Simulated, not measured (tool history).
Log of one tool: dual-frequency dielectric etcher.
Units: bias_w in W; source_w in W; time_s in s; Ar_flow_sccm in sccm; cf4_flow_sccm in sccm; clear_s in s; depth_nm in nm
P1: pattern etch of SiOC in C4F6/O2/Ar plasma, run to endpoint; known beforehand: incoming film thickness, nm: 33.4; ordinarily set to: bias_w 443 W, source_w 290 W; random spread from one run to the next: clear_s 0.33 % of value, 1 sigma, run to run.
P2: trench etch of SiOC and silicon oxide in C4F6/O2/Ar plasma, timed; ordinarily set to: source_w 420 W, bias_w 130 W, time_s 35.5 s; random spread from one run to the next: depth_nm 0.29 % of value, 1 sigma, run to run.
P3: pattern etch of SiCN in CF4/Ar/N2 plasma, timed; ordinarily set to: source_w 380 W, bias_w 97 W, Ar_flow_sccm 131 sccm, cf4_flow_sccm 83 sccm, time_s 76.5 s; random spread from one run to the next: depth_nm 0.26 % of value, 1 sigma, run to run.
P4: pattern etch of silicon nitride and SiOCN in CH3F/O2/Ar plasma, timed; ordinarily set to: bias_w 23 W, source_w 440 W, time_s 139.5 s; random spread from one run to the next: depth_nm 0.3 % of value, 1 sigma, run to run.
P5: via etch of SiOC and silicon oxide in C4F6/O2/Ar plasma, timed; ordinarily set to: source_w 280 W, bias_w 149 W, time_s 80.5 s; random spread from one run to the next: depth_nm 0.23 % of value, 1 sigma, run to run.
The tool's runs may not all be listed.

run	hour	process	bias_w	source_w	time_s	Ar_flow_sccm	cf4_flow_sccm	hours since the last wet clean	hours since the last bias power generator calibration	hours since the last source power generator calibration	clear_s	depth_nm
1	3.1	P1	443	290				73.9	733.8	1148.2	13.146	
2	7.2	P1	443	230				78	737.9	1152.3	14.27	
3	10.4	P2	97	420	35.5			81.2	741.1	1155.5		58.048
4	16.1	P1	443	290				86.9	746.8	1161.2	13.085	
5	21.7	P4	23	440	139.5			92.5	752.4	1166.8		20.144
6	25	P2	130	420	35.5			95.8	755.7	1170.1		62.827
7	28.9	P5	149	280	80.5			99.7	759.6	1174		74.614
8	33.7	P1	443	390				104.5	764.4	1178.8	11.742	
9	38.2	P2	130	290	35.5			109	768.9	1183.3		54.415
10	43.2	P1	443	290				114	773.9	1188.3	13.157	
11	48.3	P5	198	280	80.5			119.1	779	1193.4		81.983
12	55.1	P5	149	280	120			125.9	785.8	1200.2		110.91
13	61	P3	97	380	76.5	131	83	131.8	791.7	1206.1		63.343
14	66.5	P4	23	440	139.5			137.3	797.2	1211.6		20.009
15	71.4	P3	97	380	76.5	131	57	142.2	802.1	1216.5		60.353
16	74.6	P1	443	290				145.4	805.3	1219.7	13.188	
17	77.7	P3	97	280	76.5	131	83	148.5	808.4	1222.8		48.757
18	80.9	P1	443	290				151.7	811.6	1226	13.098	
19	84.6	P1	629	290				155.4	815.3	1229.7	11.503	
20	88.6	P5	149	230	80.5			159.4	819.3	1233.7		68.945
21	93.7	P3	125	380	76.5	131	83	164.5	824.4	1238.8		69.863
22	99.3	P4	23	440	89.5			170.1	830	1244.4		12.863
23	102.8	P4	23	290	139.5			173.6	833.5	1247.9		17.432
24	107.7	P1	443	290				178.5	838.4	1252.8	13.163	
25	113.1	P1	327	290				183.9	843.8	1258.2	14.697	
26	119.3	P1	367	230				190.1	850	1264.4	15.306	
27	125.3	P2	130	420	35.5			196.1	856	1270.4		62.836
28	130.1	P4	15	440	139.5			200.9	860.8	1275.2		16.739
29	136.1	P2	130	420	19.5			206.9	866.8	1281.2		34.428
30	141.4	P3	97	380	109.5	131	83	212.2	872.1	1286.5		90.76
31	145.2	P3	97	380	76.5	131	83	216	875.9	1290.3		63.453
32	149.9	P3	97	380	76.5	179	83	220.7	880.6	1295		61.131
33	153.8	P1	443	290				224.6	884.5	1298.9	13.152	
34	159	P1	443	290				229.8	889.7	1304.1	13.003	
35	165	P1	443	290				235.8	895.7	1310.1	12.97	
36	169.8	P1	443	290				240.6	900.5	1314.9	12.904	
# hour 175.6: wet clean of the chamber
37	176.2	P1	443	290				0.6	906.9	1321.3	12.883	
38	180.7	P1	443	290				5.1	911.4	1325.8	12.894	
39	185	P1	443	290				9.4	915.7	1330.1	12.94	

Compared with where it was, what P1 gives has crept away. Each cause listed below fits the log as well as the rest, at the size given for it:
A: source power that arrives over what is set, % = 4.62
B: bias power that arrives over what is set, % = 4.56
Onset of the creep was near hour 153.8.
Other possible causes, and why each is ruled out:
chamber walls in a state that raises the etch rate, %: work on it at hour 175.6, done after the drift set in, did not restore what the process gave before

Each of the 4 check runs below uses one wafer; its results are left as question marks. Which run tells the causes apart?
check 1	189.3	P2	130	420	35.5							?
check 2	189.3	P5	149	280	80.5							?
check 3	189.3	P4	23	440	139.5							?
check 4	189.3	P3	97	380	76.5	131	83					?

If the cause were each of the candidates in turn, the checks would give the following:
check	result	if A	if B
check 1	depth_nm	64.095	63.783
check 2	depth_nm	75.773	75.52
check 3	depth_nm	20.384	20.472
check 4	depth_nm	66.097	64.63
Smallest distance between any two causes, each pair judged by its most separating result, in per cent: check 1 0.49 %; check 2 0.33 %; check 3 0.43 %; check 4 2.24 %
Only check 4 tells the causes apart: in the others they would give nearly the same result.

After running check 4, the following was obtained: depth_nm 64.431 nm. Which cause does this point to?

The cause is B: bias power that arrives over what is set, %.
